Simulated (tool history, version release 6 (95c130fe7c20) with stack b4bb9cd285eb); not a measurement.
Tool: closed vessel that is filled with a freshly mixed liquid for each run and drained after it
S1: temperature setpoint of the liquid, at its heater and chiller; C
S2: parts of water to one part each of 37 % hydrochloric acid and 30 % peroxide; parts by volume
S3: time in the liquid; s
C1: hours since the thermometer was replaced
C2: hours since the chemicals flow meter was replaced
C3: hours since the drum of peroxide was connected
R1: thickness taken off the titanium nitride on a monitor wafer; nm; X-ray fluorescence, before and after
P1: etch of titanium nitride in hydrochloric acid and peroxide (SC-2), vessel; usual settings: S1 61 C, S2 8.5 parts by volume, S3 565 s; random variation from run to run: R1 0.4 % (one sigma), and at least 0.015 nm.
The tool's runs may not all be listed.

run  hour  S1    S2    S3     C1     C2     C3      R1
  1   5.8  61   8.5   565  296.6  245.3  466.8  50.037
  2  10.2  61   8.5   565  301.0  249.7  471.2  50.116
  3  16.5  61   8.5  1120  307.3  256.0  477.5  98.753
  4  23.2  45   8.5   565  314.0  262.7  484.2  17.266
  5  29.4  61  15.0   565  320.2  268.9  490.4  30.863
  6  36.7  61   8.5   565  327.5  276.2  497.7  50.316
  7  43.2  70   8.5   565  334.0  282.7  504.2  85.468
  8  48.6  61  12.0   230  339.4  288.1  509.6  15.117
  9  56.0  61   8.5   565  346.8  295.5  517.0  49.246
 10  63.4  61  13.5   835  354.2  302.9  524.4  50.081
 11  67.1  61   8.5   565  357.9  306.6  528.1  49.952
 12  71.6  61   8.5   565  362.4  311.1  532.6  49.762
 13  76.7  61   4.0   565  367.5  316.2  537.7  87.333

Run 14 comes next. What will it give?
 14  81.3  61  8.5  235  372.1  320.8  542.3   ?

{"run 14": {"R1": 20.811}}
